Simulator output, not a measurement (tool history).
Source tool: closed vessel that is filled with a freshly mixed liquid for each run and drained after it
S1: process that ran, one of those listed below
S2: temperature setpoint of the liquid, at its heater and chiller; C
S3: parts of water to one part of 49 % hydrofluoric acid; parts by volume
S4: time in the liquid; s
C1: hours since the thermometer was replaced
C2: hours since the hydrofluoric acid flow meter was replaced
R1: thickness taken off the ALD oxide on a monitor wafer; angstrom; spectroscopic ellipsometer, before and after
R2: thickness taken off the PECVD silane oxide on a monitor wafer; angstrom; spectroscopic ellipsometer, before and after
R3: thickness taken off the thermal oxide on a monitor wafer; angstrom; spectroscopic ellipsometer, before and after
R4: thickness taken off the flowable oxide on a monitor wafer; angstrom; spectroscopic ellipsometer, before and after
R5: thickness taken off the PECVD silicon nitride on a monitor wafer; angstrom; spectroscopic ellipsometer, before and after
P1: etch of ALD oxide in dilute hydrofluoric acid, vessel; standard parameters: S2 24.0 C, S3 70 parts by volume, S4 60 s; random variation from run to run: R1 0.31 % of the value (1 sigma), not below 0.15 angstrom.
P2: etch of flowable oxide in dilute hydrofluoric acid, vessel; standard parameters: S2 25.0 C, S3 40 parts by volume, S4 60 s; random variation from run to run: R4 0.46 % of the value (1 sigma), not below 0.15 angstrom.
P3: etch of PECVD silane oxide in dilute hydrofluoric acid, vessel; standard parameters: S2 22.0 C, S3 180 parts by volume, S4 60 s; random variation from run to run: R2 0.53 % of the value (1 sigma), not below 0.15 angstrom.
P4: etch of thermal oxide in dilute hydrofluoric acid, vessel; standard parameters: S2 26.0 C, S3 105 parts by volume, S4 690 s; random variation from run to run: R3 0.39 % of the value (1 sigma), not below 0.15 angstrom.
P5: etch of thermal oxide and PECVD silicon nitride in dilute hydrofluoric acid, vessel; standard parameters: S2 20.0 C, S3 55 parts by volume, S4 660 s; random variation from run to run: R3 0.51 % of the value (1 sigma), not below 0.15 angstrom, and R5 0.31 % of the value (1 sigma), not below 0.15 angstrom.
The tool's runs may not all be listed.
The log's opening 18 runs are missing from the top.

run   hour  S1    S2   S3   S4      C1     C2       R1      R2      R3      R4      R5
 19  124.6  P1  20.5  125   60  1114.8  476.7   79.387
 20  131.4  P3  29.0  180   60  1121.6  483.5           145.08
 21  136.6  P3  22.0  180  105  1126.8  488.7           197.32
 22  144.5  P1  24.0   70   60  1134.7  496.6  174.750
 23  149.0  P1  24.0  120   60  1139.2  501.1   96.368
 24  156.6  P1  31.5  120   60  1146.8  508.7  127.050
 25  162.5  P1  24.0   70   30  1152.7  514.6   87.859
 26  168.7  P3  22.0  105   60  1158.9  520.8           208.80
 27  176.2  P5  20.0   55  660  1166.4  528.3                   536.79          227.61
 28  182.6  P1  32.0   70   60  1172.8  534.7  239.200
 29  189.3  P3  22.0  180   60  1179.5  541.4           112.46
 30  195.6  P4  30.5  105  690  1185.8  547.7                   388.36
 31  203.3  P1  24.0   70   60  1193.5  555.4  175.380
 32  208.0  P2  25.0   40   60  1198.2  560.1                           986.66
 33  213.9  P5  20.0   55  975  1204.1  566.0                   793.72          335.23

What will run 34 give?
 34  218.5  P4  26.0  105  690  1208.7  570.6           ?

R3: 330.00 angstrom
